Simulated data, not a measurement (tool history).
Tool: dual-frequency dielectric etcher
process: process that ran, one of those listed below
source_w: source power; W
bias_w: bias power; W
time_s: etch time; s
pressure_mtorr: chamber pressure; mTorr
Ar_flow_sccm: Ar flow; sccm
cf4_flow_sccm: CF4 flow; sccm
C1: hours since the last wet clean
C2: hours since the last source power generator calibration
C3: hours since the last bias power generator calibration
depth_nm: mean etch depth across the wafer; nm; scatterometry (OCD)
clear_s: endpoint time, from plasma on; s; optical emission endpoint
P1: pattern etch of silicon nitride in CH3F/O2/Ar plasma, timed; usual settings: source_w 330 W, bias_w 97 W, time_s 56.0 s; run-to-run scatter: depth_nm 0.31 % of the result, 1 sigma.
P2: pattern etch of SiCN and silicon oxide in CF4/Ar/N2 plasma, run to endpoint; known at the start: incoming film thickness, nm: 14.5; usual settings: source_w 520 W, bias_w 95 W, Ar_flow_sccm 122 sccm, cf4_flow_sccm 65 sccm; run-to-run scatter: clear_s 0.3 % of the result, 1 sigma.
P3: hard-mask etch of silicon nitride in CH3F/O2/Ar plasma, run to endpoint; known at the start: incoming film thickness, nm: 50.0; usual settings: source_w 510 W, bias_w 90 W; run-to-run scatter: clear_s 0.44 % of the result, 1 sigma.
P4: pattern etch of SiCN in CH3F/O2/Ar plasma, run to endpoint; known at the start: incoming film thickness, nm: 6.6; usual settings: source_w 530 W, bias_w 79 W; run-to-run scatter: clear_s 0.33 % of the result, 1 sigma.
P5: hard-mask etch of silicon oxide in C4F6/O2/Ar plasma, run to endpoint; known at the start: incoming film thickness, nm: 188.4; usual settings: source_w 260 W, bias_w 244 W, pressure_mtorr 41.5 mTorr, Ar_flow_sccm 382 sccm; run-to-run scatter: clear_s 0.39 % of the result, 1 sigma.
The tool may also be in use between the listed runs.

{"run": 1, "hour": 2.4, "process": "P1", "source_w": 330, "bias_w": 97, "time_s": 56.0, "C1": 250.3, "C2": 1269.0, "C3": 445.8, "depth_nm": 40.637}
{"run": 2, "hour": 7.2, "process": "P5", "source_w": 170, "bias_w": 244, "pressure_mtorr": 41.5, "Ar_flow_sccm": 382, "C1": 255.1, "C2": 1273.8, "C3": 450.6, "clear_s": 84.55}
{"run": 3, "hour": 11.6, "process": "P1", "source_w": 330, "bias_w": 97, "time_s": 56.0, "C1": 259.5, "C2": 1278.2, "C3": 455.0, "depth_nm": 40.508}
{"run": 4, "hour": 15.2, "process": "P1", "source_w": 250, "bias_w": 123, "time_s": 56.0, "C1": 263.1, "C2": 1281.8, "C3": 458.6, "depth_nm": 40.081}
{"run": 5, "hour": 18.3, "process": "P1", "source_w": 330, "bias_w": 97, "time_s": 56.0, "C1": 266.2, "C2": 1284.9, "C3": 461.7, "depth_nm": 40.72}
{"run": 6, "hour": 23.0, "process": "P1", "source_w": 430, "bias_w": 97, "time_s": 56.0, "C1": 270.9, "C2": 1289.6, "C3": 466.4, "depth_nm": 44.624}
{"run": 7, "hour": 27.5, "process": "P1", "source_w": 330, "bias_w": 97, "time_s": 73.0, "C1": 275.4, "C2": 1294.1, "C3": 470.9, "depth_nm": 53.021}
{"hour": 29.0, "done": "bias power generator calibrated"}
{"run": 8, "hour": 32.8, "process": "P2", "source_w": 520, "bias_w": 95, "Ar_flow_sccm": 122, "cf4_flow_sccm": 52, "C1": 280.7, "C2": 1299.4, "C3": 3.9, "clear_s": 14.659}
{"run": 9, "hour": 35.8, "process": "P3", "source_w": 510, "bias_w": 90, "C1": 283.7, "C2": 1302.4, "C3": 6.9, "clear_s": 60.954}
{"run": 10, "hour": 38.7, "process": "P1", "source_w": 330, "bias_w": 65, "time_s": 56.0, "C1": 286.6, "C2": 1305.3, "C3": 9.8, "depth_nm": 35.196}
{"run": 11, "hour": 42.8, "process": "P1", "source_w": 330, "bias_w": 121, "time_s": 56.0, "C1": 290.7, "C2": 1309.4, "C3": 13.9, "depth_nm": 44.234}
{"hour": 44.6, "done": "source power generator calibrated"}
{"run": 12, "hour": 46.5, "process": "P3", "source_w": 510, "bias_w": 55, "C1": 294.4, "C2": 2.0, "C3": 17.6, "clear_s": 71.65}
{"run": 13, "hour": 49.1, "process": "P4", "source_w": 530, "bias_w": 79, "C1": 297.0, "C2": 4.6, "C3": 20.2, "clear_s": 15.59}
{"run": 14, "hour": 51.6, "process": "P5", "source_w": 260, "bias_w": 244, "pressure_mtorr": 25.5, "Ar_flow_sccm": 382, "C1": 299.5, "C2": 7.1, "C3": 22.7, "clear_s": 68.139}
{"run": 15, "hour": 56.3, "process": "P5", "source_w": 260, "bias_w": 244, "pressure_mtorr": 41.5, "Ar_flow_sccm": 382, "C1": 304.2, "C2": 11.8, "C3": 27.4, "clear_s": 72.063}
{"run": 16, "hour": 60.3, "process": "P5", "source_w": 260, "bias_w": 161, "pressure_mtorr": 41.5, "Ar_flow_sccm": 382, "C1": 308.2, "C2": 15.8, "C3": 31.4, "clear_s": 82.235}
{"run": 17, "hour": 62.8, "process": "P2", "source_w": 300, "bias_w": 95, "Ar_flow_sccm": 122, "cf4_flow_sccm": 65, "C1": 310.7, "C2": 18.3, "C3": 33.9, "clear_s": 23.048}
{"run": 18, "hour": 67.7, "process": "P4", "source_w": 730, "bias_w": 79, "C1": 315.6, "C2": 23.2, "C3": 38.8, "clear_s": 13.849}
{"run": 19, "hour": 72.8, "process": "P2", "source_w": 520, "bias_w": 95, "Ar_flow_sccm": 122, "cf4_flow_sccm": 65, "C1": 320.7, "C2": 28.3, "C3": 43.9, "clear_s": 14.205}
{"run": 20, "hour": 77.0, "process": "P2", "source_w": 520, "bias_w": 123, "Ar_flow_sccm": 122, "cf4_flow_sccm": 65, "C1": 324.9, "C2": 32.5, "C3": 48.1, "clear_s": 12.879}
{"run": 21, "hour": 81.5, "process": "P2", "source_w": 520, "bias_w": 95, "Ar_flow_sccm": 122, "cf4_flow_sccm": 65, "C1": 329.4, "C2": 37.0, "C3": 52.6, "clear_s": 14.207}
{"run": 22, "hour": 84.2, "process": "P3", "source_w": 290, "bias_w": 90, "C1": 332.1, "C2": 39.7, "C3": 55.3, "clear_s": 75.728}
{"run": 23, "hour": 88.3, "process": "P4", "source_w": 530, "bias_w": 65, "C1": 336.2, "C2": 43.8, "C3": 59.4, "clear_s": 16.759}
{"run": 24, "hour": 92.6, "process": "P1", "source_w": 330, "bias_w": 97, "time_s": 41.5, "C1": 340.5, "C2": 48.1, "C3": 63.7, "depth_nm": 30.111}
{"run": 25, "hour": 95.3, "process": "P5", "source_w": 260, "bias_w": 244, "pressure_mtorr": 41.5, "Ar_flow_sccm": 382, "C1": 343.2, "C2": 50.8, "C3": 66.4, "clear_s": 72.042}
{"run": 26, "hour": 100.3, "process": "P1", "source_w": 330, "bias_w": 97, "time_s": 56.0, "C1": 348.2, "C2": 55.8, "C3": 71.4, "depth_nm": 40.709}
{"run": 27, "hour": 104.7, "process": "P5", "source_w": 260, "bias_w": 244, "pressure_mtorr": 41.5, "Ar_flow_sccm": 478, "C1": 352.6, "C2": 60.2, "C3": 75.8, "clear_s": 73.999}
{"run": 28, "hour": 107.1, "process": "P1", "source_w": 210, "bias_w": 97, "time_s": 56.0, "C1": 355.0, "C2": 62.6, "C3": 78.2, "depth_nm": 34.45}
{"run": 29, "hour": 111.6, "process": "P2", "source_w": 520, "bias_w": 95, "Ar_flow_sccm": 158, "cf4_flow_sccm": 65, "C1": 359.5, "C2": 67.1, "C3": 82.7, "clear_s": 14.761}
{"run": 30, "hour": 115.8, "process": "P1", "source_w": 330, "bias_w": 97, "time_s": 56.0, "C1": 363.7, "C2": 71.3, "C3": 86.9, "depth_nm": 40.739}
{"run": 31, "hour": 118.6, "process": "P1", "source_w": 330, "bias_w": 97, "time_s": 56.0, "C1": 366.5, "C2": 74.1, "C3": 89.7, "depth_nm": 40.624}
{"run": 32, "hour": 122.5, "process": "P1", "source_w": 330, "bias_w": 97, "time_s": 56.0, "C1": 370.4, "C2": 78.0, "C3": 93.6, "depth_nm": 40.408}
{"run": 33, "hour": 126.5, "process": "P1", "source_w": 330, "bias_w": 97, "time_s": 56.0, "C1": 374.4, "C2": 82.0, "C3": 97.6, "depth_nm": 40.395}
{"run": 34, "hour": 130.5, "process": "P1", "source_w": 330, "bias_w": 97, "time_s": 56.0, "C1": 378.4, "C2": 86.0, "C3": 101.6, "depth_nm": 40.347}
{"run": 35, "hour": 133.5, "process": "P1", "source_w": 330, "bias_w": 97, "time_s": 56.0, "C1": 381.4, "C2": 89.0, "C3": 104.6, "depth_nm": 40.133}
{"run": 36, "hour": 136.8, "process": "P1", "source_w": 330, "bias_w": 97, "time_s": 56.0, "C1": 384.7, "C2": 92.3, "C3": 107.9, "depth_nm": 40.061}
{"hour": 138.2, "done": "wet clean of the chamber"}
{"run": 37, "hour": 141.8, "process": "P1", "source_w": 330, "bias_w": 97, "time_s": 56.0, "C1": 3.6, "C2": 97.3, "C3": 112.9, "depth_nm": 40.054}
{"run": 38, "hour": 144.9, "process": "P1", "source_w": 330, "bias_w": 97, "time_s": 56.0, "C1": 6.7, "C2": 100.4, "C3": 116.0, "depth_nm": 40.057}
{"run": 39, "hour": 147.9, "process": "P1", "source_w": 330, "bias_w": 97, "time_s": 56.0, "C1": 9.7, "C2": 103.4, "C3": 119.0, "depth_nm": 39.93}
{"run": 40, "hour": 151.8, "process": "P1", "source_w": 330, "bias_w": 97, "time_s": 56.0, "C1": 13.6, "C2": 107.3, "C3": 122.9, "depth_nm": 40.068}
{"run": 41, "hour": 154.2, "process": "P1", "source_w": 330, "bias_w": 97, "time_s": 56.0, "C1": 16.0, "C2": 109.7, "C3": 125.3, "depth_nm": 40.068}

What P1 gives has crept away from where it was. These 2 causes fit the log equally well, each at the size given:
A: source power that arrives under what is set, % = 4.03
B: bias power that arrives under what is set, % = 4.07
The creep began at about hour 118.6.
Why every other cause is out:
chamber walls in a state that lowers the etch rate, %: serviced at hour 138.2, which brought nothing back

4 check runs are offered, each on 2 wafers whose results are averaged, their results left as question marks. Which one tells the causes apart?
{"run": "check 1", "hour": 156.6, "process": "P2", "source_w": 320, "bias_w": 95, "Ar_flow_sccm": 122, "cf4_flow_sccm": 65, "clear_s": "?"}
{"run": "check 2", "hour": 156.6, "process": "P5", "source_w": 210, "bias_w": 244, "pressure_mtorr": 41.5, "Ar_flow_sccm": 382, "clear_s": "?"}
{"run": "check 3", "hour": 156.6, "process": "P3", "source_w": 310, "bias_w": 65, "clear_s": "?"}
{"run": "check 4", "hour": 156.6, "process": "P4", "source_w": 650, "bias_w": 79, "clear_s": "?"}

What each check would give under each cause:
check=check_1 result=clear_s if_A=22.486 if_B=22.039
check=check_2 result=clear_s if_A=79.089 if_B=79.006
check=check_3 result=clear_s if_A=83.739 if_B=83.615
check=check_4 result=clear_s if_A=14.714 if_B=14.697
How far apart the two closest causes lie, in the result that separates them most: check 1 2.01 %; check 2 0.1 %; check 3 0.15 %; check 4 0.12 %
Only check 1 tells the causes apart: in the others they would give nearly the same result.

Check 1 was then run and gave: clear_s 22.498 s. Which cause is it?

It is A: source power that arrives under what is set, %.
